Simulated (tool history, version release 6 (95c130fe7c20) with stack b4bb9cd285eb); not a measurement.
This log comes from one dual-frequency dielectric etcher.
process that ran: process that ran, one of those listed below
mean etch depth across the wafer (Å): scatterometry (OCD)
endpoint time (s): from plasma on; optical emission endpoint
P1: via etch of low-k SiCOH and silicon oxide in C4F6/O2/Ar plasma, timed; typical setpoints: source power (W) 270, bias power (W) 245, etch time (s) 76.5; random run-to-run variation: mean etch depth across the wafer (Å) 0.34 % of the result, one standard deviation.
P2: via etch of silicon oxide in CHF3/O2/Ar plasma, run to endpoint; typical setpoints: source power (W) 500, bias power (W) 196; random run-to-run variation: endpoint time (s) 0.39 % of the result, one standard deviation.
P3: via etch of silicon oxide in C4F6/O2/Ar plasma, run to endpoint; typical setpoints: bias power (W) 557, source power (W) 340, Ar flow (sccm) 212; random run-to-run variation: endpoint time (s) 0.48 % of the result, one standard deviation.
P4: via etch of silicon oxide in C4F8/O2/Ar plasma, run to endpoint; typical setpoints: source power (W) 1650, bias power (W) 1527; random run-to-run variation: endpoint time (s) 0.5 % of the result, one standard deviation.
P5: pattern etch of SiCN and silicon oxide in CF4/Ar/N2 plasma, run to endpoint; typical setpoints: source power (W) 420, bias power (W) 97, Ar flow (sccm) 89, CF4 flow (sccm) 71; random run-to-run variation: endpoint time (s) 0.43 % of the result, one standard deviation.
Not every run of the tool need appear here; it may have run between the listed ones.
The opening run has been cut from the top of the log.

| run | hour | process that ran | source power (W) | bias power (W) | etch time (s) | Ar flow (sccm) | CF4 flow (sccm) | hours since the last wet clean | hours since the last source power generator calibration | hours since the last bias power generator calibration | mean etch depth across the wafer (Å) | endpoint time (s) |
|---|---|---|---|---|---|---|---|---|---|---|---|---|
| 2 | 16.2 | P3 | 340 | 557 |  | 281 |  | 437.4 | 839.9 | 795.8 |  | 14.153 |
| 3 | 21.5 | P5 | 420 | 97 |  | 89 | 97 | 442.7 | 845.2 | 801.1 |  | 10.919 |
| 4 | 27.3 | P1 | 270 | 245 | 55.5 |  |  | 448.5 | 851.0 | 806.9 | 1502.2 |  |
| 5 | 32.5 | P2 | 340 | 196 |  |  |  | 453.7 | 856.2 | 812.1 |  | 289.950 |
| 6 | 41.0 | P3 | 340 | 557 |  | 212 |  | 462.2 | 864.7 | 820.6 |  | 13.839 |
| 7 | 46.1 | P1 | 200 | 199 | 76.5 |  |  | 467.3 | 869.8 | 825.7 | 1712.1 |  |
| 8 | 53.2 | P5 | 420 | 97 |  | 89 | 71 | 474.4 | 876.9 | 832.8 |  | 11.209 |
| 9 | 59.4 | P1 | 270 | 145 | 76.5 |  |  | 480.6 | 883.1 | 839.0 | 1730.9 |  |
| 10 | 68.6 | P1 | 270 | 245 | 76.5 |  |  | 489.8 | 892.3 | 848.2 | 2069.2 |  |
| 11 | 75.0 | P4 | 1650 | 1527 |  |  |  | 496.2 | 898.7 | 854.6 |  | 340.400 |
| 12 | 79.0 | P3 | 220 | 557 |  | 212 |  | 500.2 | 902.7 | 858.6 |  | 16.205 |
| 13 | 83.1 | P1 | 270 | 245 | 76.5 |  |  | 504.3 | 906.8 | 862.7 | 2066.9 |  |
| 14 | 91.7 | P1 | 210 | 341 | 76.5 |  |  | 512.9 | 915.4 | 871.3 | 2114.0 |  |
| 15 | 97.7 | P1 | 270 | 245 | 76.5 |  |  | 518.9 | 921.4 | 877.3 | 2065.7 |  |
| 16 | 106.2 | P1 | 160 | 245 | 76.5 |  |  | 527.4 | 929.9 | 885.8 | 1692.7 |  |
| 17 | 115.1 | P1 | 270 | 290 | 76.5 |  |  | 536.3 | 938.8 | 894.7 | 2203.3 |  |
| 18 | 120.3 | P4 | 1650 | 1527 |  |  |  | 541.5 | 944.0 | 899.9 |  | 336.730 |
| 19 | 126.7 | P4 | 1190 | 1527 |  |  |  | 547.9 | 950.4 | 906.3 |  | 385.690 |
| 20 | 130.8 | P1 | 270 | 245 | 94.0 |  |  | 552.0 | 954.5 | 910.4 | 2547.0 |  |

Estimate the outcome of run 21 from the log above:
| 21 | 136.5 | P5 | 420 | 97 |  | 120 | 71 | 557.7 | 960.2 | 916.1 |  | ? |

endpoint time (s): 11.695
